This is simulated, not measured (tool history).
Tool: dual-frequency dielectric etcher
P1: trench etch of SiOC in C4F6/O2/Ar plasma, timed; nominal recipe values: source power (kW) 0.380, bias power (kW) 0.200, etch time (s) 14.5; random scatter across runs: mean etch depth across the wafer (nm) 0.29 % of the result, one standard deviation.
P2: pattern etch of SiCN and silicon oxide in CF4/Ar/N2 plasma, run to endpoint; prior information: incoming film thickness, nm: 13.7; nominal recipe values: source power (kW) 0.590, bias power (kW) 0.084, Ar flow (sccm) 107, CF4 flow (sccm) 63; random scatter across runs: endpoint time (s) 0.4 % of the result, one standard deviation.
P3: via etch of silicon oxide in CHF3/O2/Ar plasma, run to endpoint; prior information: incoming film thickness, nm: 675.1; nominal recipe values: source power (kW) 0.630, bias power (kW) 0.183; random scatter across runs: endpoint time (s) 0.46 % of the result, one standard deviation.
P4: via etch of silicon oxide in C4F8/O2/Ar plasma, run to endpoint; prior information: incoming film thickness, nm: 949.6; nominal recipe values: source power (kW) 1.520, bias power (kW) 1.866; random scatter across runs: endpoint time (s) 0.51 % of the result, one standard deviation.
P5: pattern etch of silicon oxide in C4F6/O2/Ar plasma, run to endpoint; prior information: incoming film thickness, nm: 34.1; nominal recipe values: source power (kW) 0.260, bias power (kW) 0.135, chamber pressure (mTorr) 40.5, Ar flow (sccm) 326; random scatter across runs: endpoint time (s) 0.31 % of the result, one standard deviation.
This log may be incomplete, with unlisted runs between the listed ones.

run   hour  process that ran  source power (kW)  bias power (kW)  etch time (s)  Ar flow (sccm)  CF4 flow (sccm)  chamber pressure (mTorr)  hours since the last wet clean  hours since the last source power generator calibration  hours since the last bias power generator calibration  mean etch depth across the wafer (nm)  endpoint time (s)
  1    8.3                P1              0.380            0.200           14.5                                                                                      239.9                                                   1372.8                                                 2766.6                                 30.236
  2   21.4                P2              0.590            0.084                            107               83                                                     253.0                                                   1385.9                                                 2779.7                                                    11.546
  3   31.8                P4              1.520            2.592                                                                                                     263.4                                                   1396.3                                                 2790.1                                                   193.370
  4   40.0                P1              0.380            0.134           14.5                                                                                      271.6                                                   1404.5                                                 2798.3                                 26.772
  5   45.8                P1              0.380            0.265           21.0                                                                                      277.4                                                   1410.3                                                 2804.1                                 48.151
  6   57.0                P1              0.380            0.200            9.0                                                                                      288.6                                                   1421.5                                                 2815.3                                 18.763
  7   69.6                P1              0.240            0.200           14.5                                                                                      301.2                                                   1434.1                                                 2827.9                                 25.253
  8   79.1                P5              0.260            0.135                            326                                       52.0                           310.7                                                   1443.6                                                 2837.4                                                    14.648
  9   88.9                P1              0.380            0.200           18.5                                                                                      320.5                                                   1453.4                                                 2847.2                                 38.586
 10  102.3                P4              1.520            1.866                                                                                                     333.9                                                   1466.8                                                 2860.6                                                   214.470
 11  114.5                P3              0.630            0.183                                                                                                     346.1                                                   1479.0                                                 2872.8                                                   334.450
 12  127.4                P1              0.380            0.280           14.5                                                                                      359.0                                                   1491.9                                                 2885.7                                 33.753
 13  135.5                P5              0.260            0.135                            437                                       40.5                           367.1                                                   1500.0                                                 2893.8                                                    14.721
 14  147.7                P2              0.450            0.084                            107               63                                                     379.3                                                   1512.2                                                 2906.0                                                    15.269
 15  157.7                P1              0.380            0.200           14.5                                                                                      389.3                                                   1522.2                                                 2916.0                                 30.436
 16  171.0                P2              0.590            0.084                             64               63                                                     402.6                                                   1535.5                                                 2929.3                                                    11.171
 17  180.0                P5              0.260            0.093                            326                                       40.5                           411.6                                                   1544.5                                                 2938.3                                                    15.873
 18  192.5                P1              0.480            0.200           14.5                                                                                      424.1                                                   1557.0                                                 2950.8                                 33.096
 19  200.4                P3              0.890            0.183                                                                                                     432.0                                                   1564.9                                                 2958.7                                                   294.590
 20  213.5                P1              0.380            0.200           14.5                                                                                      445.1                                                   1578.0                                                 2971.8                                 30.164
 21  223.7                P5              0.170            0.135                            326                                       40.5                           455.3                                                   1588.2                                                 2982.0                                                    16.967
 22  233.7                P1              0.280            0.200           19.5                                                                                      465.3                                                   1598.2                                                 2992.0                                 36.102
 23  244.6                P4              2.110            1.866                                                                                                     476.2                                                   1609.1                                                 3002.9                                                   185.940
 24  257.3                P3              0.630            0.109                                                                                                     488.9                                                   1621.8                                                 3015.6                                                   394.890
 25  264.0                P5              0.260            0.135                            326                                       40.5                           495.6                                                   1628.5                                                 3022.3                                                    14.134
 26  272.5                P1              0.220            0.133           14.5                                                                                      504.1                                                   1637.0                                                 3030.8                                 21.514
 27  283.2                P2              0.590            0.119                            107               63                                                     514.8                                                   1647.7                                                 3041.5                                                    10.602
 28  290.1                P5              0.260            0.135                            326                                       40.5                           521.7                                                   1654.6                                                 3048.4                                                    14.188
 29  301.4                P2              0.590            0.084                            107               63                                                     533.0                                                   1665.9                                                 3059.7                                                    11.989
 30  310.7                P1              0.380            0.200           14.5                                                                                      542.3                                                   1675.2                                                 3069.0                                 30.258
 31  320.4                P1              0.380            0.200           14.5                                                                                      552.0                                                   1684.9                                                 3078.7                                 30.352
 32  328.9                P1              0.380            0.200           14.5                                                                                      560.5                                                   1693.4                                                 3087.2                                 30.411
 33  337.0                P1              0.380            0.200           14.5                                                                                      568.6                                                   1701.5                                                 3095.3                                 30.031
 34  343.7                P1              0.380            0.200           14.5                                                                                      575.3                                                   1708.2                                                 3102.0                                 29.976
 35  350.2                P1              0.380            0.200           14.5                                                                                      581.8                                                   1714.7                                                 3108.5                                 29.953
 36  360.3                P1              0.380            0.200           14.5                                                                                      591.9                                                   1724.8                                                 3118.6                                 30.058
 37  370.0                P1              0.380            0.200           14.5                                                                                      601.6                                                   1734.5                                                 3128.3                                 29.806
     371.4  -- wet clean of the chamber
 38  378.0                P1              0.380            0.200           14.5                                                                                        6.6                                                   1742.5                                                 3136.3                                 29.793
 39  387.3                P1              0.380            0.200           14.5                                                                                       15.9                                                   1751.8                                                 3145.6                                 29.769
 40  396.8                P1              0.380            0.200           14.5                                                                                       25.4                                                   1761.3                                                 3155.1                                 30.010
 41  404.7                P1              0.380            0.200           14.5                                                                                       33.3                                                   1769.2                                                 3163.0                                 29.661

What P1 gives has crept off from where it sat before. The 2 causes that follow fit the log equally well, each at the size noted:
A: source power that arrives under what is set, % = 3.89
B: bias power that arrives under what is set, % = 4.63
Creep in the process output first set in at about hour 328.9.
Why every other cause is out:
chamber walls in a state that lowers the etch rate, %: serviced at hour 371.4, after the change had begun; the process did not return to its earlier output

The list below offers 4 check runs, each averaging the results of 2 wafers, and shows each result as a question mark. For which of them would the listed causes give clearly different results?
check 1  412.6                P4              1.780            2.579                                                                                                                                                                                                                                                                                   ?
check 2  412.6                P3              0.860            0.183                                                                                                                                                                                                                                                                                   ?
check 3  412.6                P2              0.590            0.084                             73               82                                                                                                                                                                                                                                   ?
check 4  412.6                P5              0.260            0.109                            326                                       49.5                                                                                                                                                                                                         ?

Outcome of each check run for each possible cause:
  check             result     if A     if B
check 1  endpoint time (s)  184.920  184.700
check 2  endpoint time (s)  303.410  303.480
check 3  endpoint time (s)   11.427   11.199
check 4  endpoint time (s)   15.813   15.780
Per check, the gap between the least separated pair of causes, taken in the result that splits them most: check 1 0.12 %; check 2 0.02 %; check 3 2.01 %; check 4 0.21 %
Check 3 tells the causes apart: in the others they would give nearly the same result.

Then check 3 was run and gave: endpoint time (s) 11.190. Which cause is it?

It was cause B: bias power that arrives under what is set, %.

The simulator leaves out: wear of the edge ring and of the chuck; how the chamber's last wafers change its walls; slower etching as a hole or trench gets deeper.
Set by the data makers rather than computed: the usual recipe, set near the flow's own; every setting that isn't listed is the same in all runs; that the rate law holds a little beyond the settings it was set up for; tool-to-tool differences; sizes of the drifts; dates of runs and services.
